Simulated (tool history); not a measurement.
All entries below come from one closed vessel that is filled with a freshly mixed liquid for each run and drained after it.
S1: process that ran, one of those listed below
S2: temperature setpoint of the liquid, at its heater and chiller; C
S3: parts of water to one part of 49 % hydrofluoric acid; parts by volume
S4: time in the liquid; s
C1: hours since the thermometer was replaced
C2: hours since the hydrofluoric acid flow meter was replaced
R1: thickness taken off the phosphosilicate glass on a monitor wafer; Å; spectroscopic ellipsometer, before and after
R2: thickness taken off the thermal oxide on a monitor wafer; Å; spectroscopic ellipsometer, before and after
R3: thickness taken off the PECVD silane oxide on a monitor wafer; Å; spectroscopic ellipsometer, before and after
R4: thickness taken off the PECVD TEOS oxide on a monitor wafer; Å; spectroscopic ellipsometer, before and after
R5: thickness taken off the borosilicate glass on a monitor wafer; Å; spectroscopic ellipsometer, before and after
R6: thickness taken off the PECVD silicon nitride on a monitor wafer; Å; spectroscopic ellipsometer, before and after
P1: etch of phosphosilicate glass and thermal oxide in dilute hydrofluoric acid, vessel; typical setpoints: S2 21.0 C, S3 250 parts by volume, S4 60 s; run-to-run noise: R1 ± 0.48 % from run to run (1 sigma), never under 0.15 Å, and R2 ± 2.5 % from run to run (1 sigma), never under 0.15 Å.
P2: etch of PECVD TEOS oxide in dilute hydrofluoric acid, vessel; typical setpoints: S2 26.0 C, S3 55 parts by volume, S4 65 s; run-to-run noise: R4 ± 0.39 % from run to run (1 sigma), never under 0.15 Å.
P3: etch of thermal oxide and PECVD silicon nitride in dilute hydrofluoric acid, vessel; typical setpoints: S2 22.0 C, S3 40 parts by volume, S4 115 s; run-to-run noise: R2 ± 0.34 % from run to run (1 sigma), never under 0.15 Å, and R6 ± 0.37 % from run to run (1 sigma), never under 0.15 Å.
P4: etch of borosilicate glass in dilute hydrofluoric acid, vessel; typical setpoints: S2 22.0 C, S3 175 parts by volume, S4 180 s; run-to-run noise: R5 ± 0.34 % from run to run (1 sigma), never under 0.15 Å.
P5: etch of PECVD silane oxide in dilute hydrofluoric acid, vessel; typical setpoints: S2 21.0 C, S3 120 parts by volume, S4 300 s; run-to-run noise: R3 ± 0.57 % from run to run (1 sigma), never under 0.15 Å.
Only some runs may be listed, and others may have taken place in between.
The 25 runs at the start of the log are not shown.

run 26 hour=101.2 | S1=P3 S2=22.0 S3=40 S4=115 | C1=891.9 C2=1289.2 | R2=135.9100 R6=58.924
run 27 hour=106.1 | S1=P3 S2=22.0 S3=40 S4=115 | C1=896.8 C2=1294.1 | R2=137.0100 R6=59.309
run 28 hour=108.7 | S1=P2 S2=26.0 S3=20 S4=65 | C1=899.4 C2=1296.7 | R4=432.98
run 29 hour=112.6 | S1=P1 S2=21.0 S3=250 S4=60 | C1=903.3 C2=1300.6 | R1=141.690 R2=8.4783
run 30 hour=115.8 | S1=P2 S2=31.5 S3=55 S4=65 | C1=906.5 C2=1303.8 | R4=186.09
run 31 hour=118.6 | S1=P1 S2=21.0 S3=385 S4=60 | C1=909.3 C2=1306.6 | R1=80.181 R2=4.9562
run 32 hour=122.1 | S1=P5 S2=21.0 S3=120 S4=590 | C1=912.8 C2=1310.1 | R3=926.51
run 33 hour=125.6 | S1=P1 S2=21.0 S3=250 S4=60 | C1=916.3 C2=1313.6 | R1=139.810 R2=8.0421
run 34 hour=128.4 | S1=P1 S2=21.0 S3=250 S4=60 | C1=919.1 C2=1316.4 | R1=143.700 R2=8.9276
run 35 hour=133.0 | S1=P1 S2=21.0 S3=250 S4=60 | C1=923.7 C2=1321.0 | R1=144.160 R2=8.6290
run 36 hour=137.1 | S1=P1 S2=21.0 S3=250 S4=60 | C1=927.8 C2=1325.1 | R1=147.520 R2=9.3445
run 37 hour=140.9 | S1=P1 S2=21.0 S3=250 S4=60 | C1=931.6 C2=1328.9 | R1=145.840 R2=9.3792
run 38 hour=144.5 | S1=P1 S2=21.0 S3=250 S4=60 | C1=935.2 C2=1332.5 | R1=147.110 R2=8.8393
run 39 hour=147.0 | S1=P1 S2=21.0 S3=250 S4=60 | C1=937.7 C2=1335.0 | R1=147.610 R2=8.8896
run 40 hour=149.2 | S1=P1 S2=21.0 S3=250 S4=60 | C1=939.9 C2=1337.2 | R1=147.430 R2=8.6444
run 41 hour=152.5 | S1=P1 S2=21.0 S3=250 S4=60 | C1=943.2 C2=1340.5 | R1=146.740 R2=9.1309

Run 42, settings as shown, results not yet in. Your forecast:
run 42 hour=156.2 | S1=P1 S2=21.0 S3=250 S4=60 | C1=946.9 C2=1344.2 | R1=? R2=?

R1: 147.320 Å
R2: 9.2280 Å

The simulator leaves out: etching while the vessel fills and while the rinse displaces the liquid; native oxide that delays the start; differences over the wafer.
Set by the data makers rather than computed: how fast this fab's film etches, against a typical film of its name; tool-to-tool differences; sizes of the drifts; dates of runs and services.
